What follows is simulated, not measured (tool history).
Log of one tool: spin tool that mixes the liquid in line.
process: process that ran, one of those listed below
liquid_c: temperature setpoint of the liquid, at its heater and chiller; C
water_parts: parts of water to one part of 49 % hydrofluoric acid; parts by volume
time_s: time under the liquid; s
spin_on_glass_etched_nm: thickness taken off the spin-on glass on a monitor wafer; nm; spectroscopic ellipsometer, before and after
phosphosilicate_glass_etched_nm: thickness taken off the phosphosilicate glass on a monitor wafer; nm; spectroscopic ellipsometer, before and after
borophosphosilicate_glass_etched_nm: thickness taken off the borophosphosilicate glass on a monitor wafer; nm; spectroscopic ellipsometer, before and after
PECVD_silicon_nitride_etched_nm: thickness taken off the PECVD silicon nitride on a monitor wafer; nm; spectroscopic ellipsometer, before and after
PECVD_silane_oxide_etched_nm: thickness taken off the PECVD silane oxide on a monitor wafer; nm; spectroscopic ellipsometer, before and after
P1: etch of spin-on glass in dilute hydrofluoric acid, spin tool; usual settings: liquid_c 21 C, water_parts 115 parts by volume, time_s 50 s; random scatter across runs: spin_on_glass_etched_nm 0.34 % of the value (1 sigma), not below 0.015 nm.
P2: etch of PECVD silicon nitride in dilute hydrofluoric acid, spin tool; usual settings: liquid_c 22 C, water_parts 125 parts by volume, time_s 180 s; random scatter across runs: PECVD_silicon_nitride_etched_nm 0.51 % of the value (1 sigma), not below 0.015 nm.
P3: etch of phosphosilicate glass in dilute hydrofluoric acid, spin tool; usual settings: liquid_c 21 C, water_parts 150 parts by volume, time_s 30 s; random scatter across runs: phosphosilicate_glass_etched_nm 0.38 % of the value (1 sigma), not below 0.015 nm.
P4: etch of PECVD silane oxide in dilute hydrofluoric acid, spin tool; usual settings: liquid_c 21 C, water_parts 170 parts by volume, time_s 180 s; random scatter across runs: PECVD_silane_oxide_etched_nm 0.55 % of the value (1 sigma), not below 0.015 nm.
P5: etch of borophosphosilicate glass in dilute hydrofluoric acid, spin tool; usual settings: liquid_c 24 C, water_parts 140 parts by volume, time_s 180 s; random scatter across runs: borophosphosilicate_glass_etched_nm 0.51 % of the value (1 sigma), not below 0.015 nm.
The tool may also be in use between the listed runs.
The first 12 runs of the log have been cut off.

run	day	process	liquid_c	water_parts	time_s	spin_on_glass_etched_nm	phosphosilicate_glass_etched_nm	borophosphosilicate_glass_etched_nm	PECVD_silicon_nitride_etched_nm	PECVD_silane_oxide_etched_nm
13	3.358	P5	24	140	180			32.189		
14	3.721	P3	21	275	30		5.9906			
15	4.021	P1	21	50	15	14.348				
16	4.188	P1	21	115	15	5.7922				
17	4.467	P1	21	115	50	19.279				
18	4.642	P2	22	30	180				28.607	
19	4.833	P2	22	125	70				2.7433	
20	5.125	P1	21	115	95	36.82				
21	5.458	P4	21	170	180					21.464
22	5.662	P4	21	170	100					11.882
23	5.875	P5	24	140	345			61.862		
24	6.162	P1	21	20	50	124.46				

Run 25, settings as shown, results not yet in. Your forecast:
25	6.379	P4	17	170	180					?

{"run 25": {"PECVD_silane_oxide_etched_nm": 18.408}}
